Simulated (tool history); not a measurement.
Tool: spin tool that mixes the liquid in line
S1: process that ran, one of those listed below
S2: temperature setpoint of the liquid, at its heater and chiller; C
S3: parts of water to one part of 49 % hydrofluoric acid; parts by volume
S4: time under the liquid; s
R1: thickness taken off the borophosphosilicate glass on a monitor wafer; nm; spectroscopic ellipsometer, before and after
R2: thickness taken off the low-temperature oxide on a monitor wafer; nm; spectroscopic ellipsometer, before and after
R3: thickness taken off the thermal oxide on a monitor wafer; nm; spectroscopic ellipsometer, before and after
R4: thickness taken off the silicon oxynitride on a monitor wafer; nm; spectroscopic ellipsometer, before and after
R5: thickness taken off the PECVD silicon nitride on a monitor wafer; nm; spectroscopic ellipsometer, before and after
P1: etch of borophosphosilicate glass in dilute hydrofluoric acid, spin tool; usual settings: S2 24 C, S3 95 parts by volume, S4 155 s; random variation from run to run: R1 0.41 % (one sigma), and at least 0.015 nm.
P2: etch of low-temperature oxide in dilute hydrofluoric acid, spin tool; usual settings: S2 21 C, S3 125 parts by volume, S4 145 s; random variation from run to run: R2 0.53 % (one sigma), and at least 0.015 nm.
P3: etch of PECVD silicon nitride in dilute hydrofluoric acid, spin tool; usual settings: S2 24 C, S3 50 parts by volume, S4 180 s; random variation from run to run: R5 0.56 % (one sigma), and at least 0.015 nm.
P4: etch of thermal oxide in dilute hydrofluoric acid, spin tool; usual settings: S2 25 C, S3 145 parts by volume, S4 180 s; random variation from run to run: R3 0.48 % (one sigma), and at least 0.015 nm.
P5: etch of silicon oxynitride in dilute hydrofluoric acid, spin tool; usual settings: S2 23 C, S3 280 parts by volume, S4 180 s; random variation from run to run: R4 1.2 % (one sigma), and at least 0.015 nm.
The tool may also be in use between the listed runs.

run 1 day=0.462 | S1=P1 S2=24 S3=95 S4=155 | R1=52.556
run 2 day=0.942 | S1=P2 S2=21 S3=215 S4=145 | R2=12.136
run 3 day=1.462 | S1=P4 S2=32 S3=145 S4=180 | R3=7.2665
run 4 day=1.95 | S1=P2 S2=21 S3=125 S4=145 | R2=22.791
run 5 day=2.362 | S1=P1 S2=19.5 S3=95 S4=80 | R1=22.725
run 6 day=2.675 | S1=P1 S2=24 S3=95 S4=155 | R1=52.842
run 7 day=2.942 | S1=P1 S2=24 S3=25 S4=155 | R1=219.49
run 8 day=3.3 | S1=P5 S2=17 S3=280 S4=180 | R4=1.5436
run 9 day=3.588 | S1=P3 S2=17 S3=50 S4=180 | R5=6.6039
run 10 day=3.879 | S1=P5 S2=23 S3=475 S4=180 | R4=0.98566
run 11 day=4.225 | S1=P1 S2=24 S3=95 S4=255 | R1=86.949
run 12 day=4.588 | S1=P1 S2=24 S3=95 S4=155 | R1=52.596
run 13 day=5.067 | S1=P4 S2=25 S3=145 S4=65 | R3=2.0283
run 14 day=5.633 | S1=P3 S2=24 S3=50 S4=180 | R5=10.762
run 15 day=6.033 | S1=P2 S2=17 S3=125 S4=145 | R2=19.421
run 16 day=6.396 | S1=P1 S2=20.5 S3=95 S4=155 | R1=46.084
run 17 day=6.967 | S1=P1 S2=31.5 S3=95 S4=155 | R1=70.532
run 18 day=7.238 | S1=P1 S2=24 S3=160 S4=155 | R1=29.034
run 19 day=7.538 | S1=P1 S2=24 S3=95 S4=155 | R1=52.729
run 20 day=8.075 | S1=P1 S2=24 S3=95 S4=15 | R1=5.1184
run 21 day=8.525 | S1=P2 S2=21 S3=125 S4=145 | R2=22.926
run 22 day=9.046 | S1=P3 S2=24 S3=50 S4=300 | R5=17.83
run 23 day=9.45 | S1=P3 S2=24 S3=50 S4=180 | R5=10.667
run 24 day=10.038 | S1=P4 S2=25 S3=145 S4=180 | R3=5.6723
run 25 day=10.433 | S1=P3 S2=24 S3=90 S4=180 | R5=6.0676
run 26 day=11 | S1=P1 S2=24 S3=95 S4=155 | R1=52.702
run 27 day=11.275 | S1=P4 S2=25 S3=30 S4=180 | R3=31.444
run 28 day=11.638 | S1=P5 S2=23 S3=280 S4=180 | R4=1.9814
run 29 day=11.971 | S1=P5 S2=23 S3=280 S4=270 | R4=2.9453
run 30 day=12.283 | S1=P2 S2=21 S3=125 S4=15 | R2=2.4207

Run 31 comes next. What will it give?
run 31 day=12.733 | S1=P1 S2=24 S3=95 S4=155 | R1=?

{"run 31": {"R1": 52.871}}

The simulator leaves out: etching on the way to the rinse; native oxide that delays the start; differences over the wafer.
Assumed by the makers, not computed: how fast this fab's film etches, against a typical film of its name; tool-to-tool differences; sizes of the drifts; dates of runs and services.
